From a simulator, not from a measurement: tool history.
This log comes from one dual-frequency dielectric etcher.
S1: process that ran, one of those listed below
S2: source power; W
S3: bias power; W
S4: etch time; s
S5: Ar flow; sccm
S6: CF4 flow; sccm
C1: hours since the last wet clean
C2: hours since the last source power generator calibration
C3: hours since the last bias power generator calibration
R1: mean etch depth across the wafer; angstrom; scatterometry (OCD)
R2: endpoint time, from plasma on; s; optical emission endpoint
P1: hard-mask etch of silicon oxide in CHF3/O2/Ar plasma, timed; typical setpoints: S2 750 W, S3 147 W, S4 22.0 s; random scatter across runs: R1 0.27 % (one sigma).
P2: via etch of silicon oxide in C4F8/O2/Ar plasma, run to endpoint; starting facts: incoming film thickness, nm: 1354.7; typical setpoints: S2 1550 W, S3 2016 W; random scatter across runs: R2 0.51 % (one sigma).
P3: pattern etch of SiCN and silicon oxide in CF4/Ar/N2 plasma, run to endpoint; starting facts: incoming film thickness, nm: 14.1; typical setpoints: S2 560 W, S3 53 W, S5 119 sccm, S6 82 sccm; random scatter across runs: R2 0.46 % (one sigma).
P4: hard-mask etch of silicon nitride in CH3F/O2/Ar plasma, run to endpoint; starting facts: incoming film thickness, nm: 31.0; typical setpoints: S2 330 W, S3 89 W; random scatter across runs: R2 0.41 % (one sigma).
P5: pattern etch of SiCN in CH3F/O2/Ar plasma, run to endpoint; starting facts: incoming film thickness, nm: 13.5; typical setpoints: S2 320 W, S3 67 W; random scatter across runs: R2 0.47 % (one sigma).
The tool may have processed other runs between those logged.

run   hour  S1    S2    S3    S4   S5   S6     C1      C2     C3      R1       R2
  1   12.2  P1   750   147  22.0            264.1  1643.6  249.5  452.47
  2   24.6  P4   330    53                  276.5  1656.0  261.9           55.668
  3   36.3  P2  1550  2016                  288.2  1667.7  273.6          304.210
  4   46.7  P1   750   147  17.0            298.6  1678.1  284.0  348.38
  5   56.0  P1  1000   147  22.0            307.9  1687.4  293.3  504.09
  6   64.4  P1   750   113  29.5            316.3  1695.8  301.7  558.45
  7   74.5  P1   750   200  22.0            326.4  1705.9  311.8  498.77
  8   83.1  P3   330    53        119   82  335.0  1714.5  320.4           23.256
  9   99.3  P5   190    67                  351.2  1730.7  336.6           47.614
 10  117.0  P3   560    31        119   82  368.9  1748.4  354.3           17.037
 11  132.8  P5   320    67                  384.7  1764.2  370.1           39.268
 12  149.4  P1   750   147  32.0            401.3  1780.8  386.7  658.65
 13  165.8  P2  2170  2016                  417.7  1797.2  403.1          265.320
 14  175.0  P3   560    53        119   82  426.9  1806.4  412.3           14.771
 15  184.2  P3   560    53        119  113  436.1  1815.6  421.5           13.859
 16  200.6  P4   250    89                  452.5  1832.0  437.9           51.861
 17  211.2  P1   750   147  22.0            463.1  1842.6  448.5  452.03
 18  219.8  P1   750   192  27.5            471.7  1851.2  457.1  614.49
 19  236.1  P3   560    53        142   82  488.0  1867.5  473.4           15.112
 20  254.0  P1   750   108  22.0            505.9  1885.4  491.3  411.47
 21  267.9  P4   330    89                  519.8  1899.3  505.2           46.608
 22  278.7  P5   320    80                  530.6  1910.1  516.0           37.046
 23  290.6  P1   520   147  22.0            542.5  1922.0  527.9  391.39
 24  300.1  P3   560    53        119   82  552.0  1931.5  537.4           14.617
 25  314.4  P1   750   147  22.0            566.3  1945.8  551.7  452.95
 26  328.8  P1   750   147  22.0            580.7  1960.2  566.1  452.85
 27  342.2  P5   320    67                  594.1  1973.6  579.5           39.581
 28  353.2  P2  1550  2775                  605.1  1984.6  590.5          272.620
 29  369.8  P1   750   147  22.0            621.7  2001.2  607.1  450.90
 30  387.4  P1   750   147  22.0            639.3  2018.8  624.7  447.97
 31  395.8  P1   750   147  22.0            647.7  2027.2  633.1  447.19
 32  404.9  P1   750   147  22.0            656.8  2036.3  642.2  447.22
     420.9  -- wet clean of the chamber
 33  420.9  P1   750   147  22.0              0.0  2052.3  658.2  445.37
 34  429.2  P1   750   147  22.0              8.3  2060.6  666.5  445.02
 35  441.0  P1   750   147  22.0             20.1  2072.4  678.3  445.96

The log shows P1 creeping away from where it was. Any of the 2 causes listed here, at the size stated for it, fits the log just as well as the others:
A: bias power that arrives under what is set, % = 4.22
B: source power that arrives under what is set, % = 3.43
Creep in the process output first set in at about hour 369.8.
Each remaining cause and why it is not a fit:
chamber walls in a state that lowers the etch rate, %: serviced after onset, at hour 420.9, with no recovery of the prior output

Of the 4 check runs below, each run on 3 wafers with the results averaged and each result still a question mark, which one would tell the listed causes apart?
check 1  452.8  P3   560    36      119  98                   ?
check 2  452.8  P5   210    67                                ?
check 3  452.8  P4   330    74                                ?
check 4  452.8  P2  2040  2016                                ?

How each check would come out, cause by cause:
  check  result     if A     if B
check 1      R2   16.089   16.417
check 2      R2   46.733   46.608
check 3      R2   50.514   50.420
check 4      R2  274.070  274.520
Smallest distance between any two causes, each pair judged by its most separating result, in per cent: check 1 2.02 %; check 2 0.27 %; check 3 0.19 %; check 4 0.17 %
Check 1 tells the causes apart: in the others they would give nearly the same result.

With check 1 done, the readings were: R2 16.403 s. Identify which of the listed causes applies.

Of the candidate causes, it is B: source power that arrives under what is set, %.

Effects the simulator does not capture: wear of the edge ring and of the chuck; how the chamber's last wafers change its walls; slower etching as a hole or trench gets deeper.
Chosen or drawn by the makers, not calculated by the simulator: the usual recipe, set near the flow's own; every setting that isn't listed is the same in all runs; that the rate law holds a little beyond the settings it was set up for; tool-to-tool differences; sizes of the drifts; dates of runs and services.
